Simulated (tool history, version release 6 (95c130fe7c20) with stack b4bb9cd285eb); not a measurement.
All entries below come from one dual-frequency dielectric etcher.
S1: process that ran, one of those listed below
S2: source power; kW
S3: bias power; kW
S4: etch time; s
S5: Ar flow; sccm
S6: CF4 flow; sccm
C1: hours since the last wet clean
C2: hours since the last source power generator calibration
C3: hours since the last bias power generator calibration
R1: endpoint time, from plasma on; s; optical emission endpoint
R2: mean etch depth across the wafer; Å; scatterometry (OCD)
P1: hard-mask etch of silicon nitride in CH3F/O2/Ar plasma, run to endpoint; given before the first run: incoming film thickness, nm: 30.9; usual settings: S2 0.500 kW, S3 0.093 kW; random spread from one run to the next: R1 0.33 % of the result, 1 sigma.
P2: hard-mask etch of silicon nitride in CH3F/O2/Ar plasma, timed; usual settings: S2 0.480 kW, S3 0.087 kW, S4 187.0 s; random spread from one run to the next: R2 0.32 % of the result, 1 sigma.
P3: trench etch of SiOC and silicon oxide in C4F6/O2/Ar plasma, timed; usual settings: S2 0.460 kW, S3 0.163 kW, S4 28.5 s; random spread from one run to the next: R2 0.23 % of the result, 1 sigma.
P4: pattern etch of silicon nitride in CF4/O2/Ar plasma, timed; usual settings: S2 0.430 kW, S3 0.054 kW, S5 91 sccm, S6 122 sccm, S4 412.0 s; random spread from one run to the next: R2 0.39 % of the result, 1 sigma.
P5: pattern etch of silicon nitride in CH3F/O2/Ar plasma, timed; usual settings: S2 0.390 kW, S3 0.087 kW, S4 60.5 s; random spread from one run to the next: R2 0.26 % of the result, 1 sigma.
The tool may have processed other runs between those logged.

run	hour	S1	S2	S3	S4	S5	S6	C1	C2	C3	R1	R2
1	9.7	P1	0.500	0.093				144.6	2303.2	919.2	38.784	
2	27.0	P3	0.460	0.228	28.5			161.9	2320.5	936.5		652.43
3	34.9	P5	0.470	0.087	60.5			169.8	2328.4	944.4		481.16
4	46.8	P3	0.460	0.163	28.5			181.7	2340.3	956.3		587.56
5	60.4	P4	0.430	0.054	412.0	91	165	195.3	2353.9	969.9		7515.00
6	72.6	P4	0.430	0.054	521.0	91	122	207.5	2366.1	982.1		9243.80
7	82.1	P3	0.350	0.163	28.5			217.0	2375.6	991.6		526.83
8	95.4	P2	0.480	0.087	115.0			230.3	2388.9	1004.9		939.43
9	105.1	P1	0.500	0.093				240.0	2398.6	1014.6	38.658	
10	119.8	P1	0.690	0.128				254.7	2413.3	1029.3	30.562	
11	133.3	P1	0.500	0.059				268.2	2426.8	1042.8	45.073	
12	141.9	P5	0.390	0.087	60.5			276.8	2435.4	1051.4		446.41
13	159.6	P1	0.500	0.093				294.5	2453.1	1069.1	38.944	
14	171.3	P5	0.390	0.087	84.5			306.2	2464.8	1080.8		627.63
15	186.4	P5	0.390	0.087	60.5			321.3	2479.9	1095.9		448.99
16	202.0	P2	0.480	0.087	187.0			336.9	2495.5	1111.5		1541.00
17	220.0	P4	0.430	0.054	412.0	91	122	354.9	2513.5	1129.5		7331.60
18	236.8	P1	0.330	0.093				371.7	2530.3	1146.3	45.242	
19	246.5	P4	0.430	0.074	412.0	91	122	381.4	2540.0	1156.0		8255.40
20	263.1	P4	0.430	0.054	412.0	62	122	398.0	2556.6	1172.6		7627.40
21	280.0	P1	0.390	0.071				414.9	2573.5	1189.5	46.782	
# hour 287.7: bias power generator calibrated
22	289.4	P1	0.500	0.116				424.3	2582.9	1.7	35.662	
23	297.2	P1	0.610	0.073				432.1	2590.7	9.5	39.081	

Run 24 comes next. What will it give?
24	313.7	P3	0.460	0.163	36.0			448.6	2607.2	26.0		?

Run 24 measured R2 742.24 Å.
